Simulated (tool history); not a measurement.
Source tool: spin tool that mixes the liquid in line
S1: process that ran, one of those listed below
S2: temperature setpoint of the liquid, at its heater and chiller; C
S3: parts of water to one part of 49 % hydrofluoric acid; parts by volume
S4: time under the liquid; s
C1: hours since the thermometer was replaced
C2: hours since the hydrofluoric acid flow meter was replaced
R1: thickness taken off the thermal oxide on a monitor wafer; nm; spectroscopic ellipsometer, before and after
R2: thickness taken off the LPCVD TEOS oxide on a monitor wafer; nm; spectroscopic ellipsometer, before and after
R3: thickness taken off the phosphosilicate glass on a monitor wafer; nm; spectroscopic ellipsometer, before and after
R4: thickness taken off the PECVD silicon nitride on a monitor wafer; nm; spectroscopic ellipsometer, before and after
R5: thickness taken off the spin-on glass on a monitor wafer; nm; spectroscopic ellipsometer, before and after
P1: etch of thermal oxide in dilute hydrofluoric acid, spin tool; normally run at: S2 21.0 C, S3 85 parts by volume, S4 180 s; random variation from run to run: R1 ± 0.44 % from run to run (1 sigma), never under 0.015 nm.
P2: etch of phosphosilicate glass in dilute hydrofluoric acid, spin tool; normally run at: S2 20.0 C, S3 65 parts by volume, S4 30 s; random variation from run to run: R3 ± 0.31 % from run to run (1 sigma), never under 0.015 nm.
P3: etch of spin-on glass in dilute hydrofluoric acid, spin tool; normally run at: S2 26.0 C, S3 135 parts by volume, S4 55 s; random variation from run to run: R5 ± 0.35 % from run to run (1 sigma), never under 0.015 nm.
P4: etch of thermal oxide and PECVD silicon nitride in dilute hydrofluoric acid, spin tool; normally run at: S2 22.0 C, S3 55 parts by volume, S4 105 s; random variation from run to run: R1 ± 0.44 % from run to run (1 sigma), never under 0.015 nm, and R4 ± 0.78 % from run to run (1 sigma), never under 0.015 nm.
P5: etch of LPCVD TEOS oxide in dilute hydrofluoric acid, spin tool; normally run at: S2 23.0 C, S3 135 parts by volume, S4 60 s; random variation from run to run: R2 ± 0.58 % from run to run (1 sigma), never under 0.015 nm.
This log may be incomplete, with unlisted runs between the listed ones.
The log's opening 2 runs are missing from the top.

run 3 hour=11.7 | S1=P1 S2=21.0 S3=85 S4=180 | C1=927.3 C2=419.4 | R1=8.8126
run 4 hour=16.4 | S1=P5 S2=23.0 S3=135 S4=60 | C1=932.0 C2=424.1 | R2=20.359
run 5 hour=18.8 | S1=P1 S2=25.5 S3=85 S4=180 | C1=934.4 C2=426.5 | R1=10.6410
run 6 hour=23.0 | S1=P2 S2=25.5 S3=65 S4=30 | C1=938.6 C2=430.7 | R3=40.887
run 7 hour=27.7 | S1=P5 S2=17.0 S3=135 S4=60 | C1=943.3 C2=435.4 | R2=16.081
run 8 hour=32.2 | S1=P5 S2=23.0 S3=135 S4=60 | C1=947.8 C2=439.9 | R2=20.326
run 9 hour=35.7 | S1=P4 S2=22.0 S3=55 S4=20 | C1=951.3 C2=443.4 | R1=1.7268 R4=0.63395
run 10 hour=38.0 | S1=P5 S2=23.0 S3=135 S4=105 | C1=953.6 C2=445.7 | R2=36.078
run 11 hour=43.0 | S1=P1 S2=21.0 S3=85 S4=180 | C1=958.6 C2=450.7 | R1=8.8760
run 12 hour=48.3 | S1=P2 S2=20.0 S3=65 S4=50 | C1=963.9 C2=456.0 | R3=54.343
run 13 hour=51.5 | S1=P1 S2=17.0 S3=85 S4=180 | C1=967.1 C2=459.2 | R1=7.4915
run 14 hour=56.8 | S1=P1 S2=21.0 S3=145 S4=180 | C1=972.4 C2=464.5 | R1=4.8350
run 15 hour=61.1 | S1=P1 S2=21.0 S3=85 S4=180 | C1=976.7 C2=468.8 | R1=8.8676
run 16 hour=63.7 | S1=P3 S2=26.0 S3=35 S4=55 | C1=979.3 C2=471.4 | R5=38.7230
run 17 hour=67.8 | S1=P3 S2=34.0 S3=135 S4=55 | C1=983.4 C2=475.5 | R5=11.7080
run 18 hour=71.9 | S1=P1 S2=21.0 S3=85 S4=285 | C1=987.5 C2=479.6 | R1=13.9490
run 19 hour=77.0 | S1=P1 S2=21.0 S3=30 S4=180 | C1=992.6 C2=484.7 | R1=26.6920
run 20 hour=79.5 | S1=P4 S2=22.0 S3=35 S4=105 | C1=995.1 C2=487.2 | R1=14.6250 R4=5.17650
run 21 hour=83.4 | S1=P3 S2=26.0 S3=135 S4=55 | C1=999.0 C2=491.1 | R5=8.7338
-- hour=84.2 hydrofluoric acid flow meter replaced
run 22 hour=87.5 | S1=P4 S2=22.0 S3=55 S4=105 | C1=1003.1 C2=3.3 | R1=9.0409 R4=3.38850
run 23 hour=91.5 | S1=P1 S2=21.0 S3=85 S4=50 | C1=1007.1 C2=7.3 | R1=2.4641
run 24 hour=95.9 | S1=P5 S2=23.0 S3=225 S4=60 | C1=1011.5 C2=11.7 | R2=11.099
run 25 hour=98.8 | S1=P4 S2=22.0 S3=55 S4=105 | C1=1014.4 C2=14.6 | R1=9.0500 R4=3.35320

Run 26 is up next; what results do you expect?
run 26 hour=103.4 | S1=P1 S2=21.0 S3=85 S4=180 | C1=1019.0 C2=19.2 | R1=?

For run 26 the tool returned R1 8.8637 nm.

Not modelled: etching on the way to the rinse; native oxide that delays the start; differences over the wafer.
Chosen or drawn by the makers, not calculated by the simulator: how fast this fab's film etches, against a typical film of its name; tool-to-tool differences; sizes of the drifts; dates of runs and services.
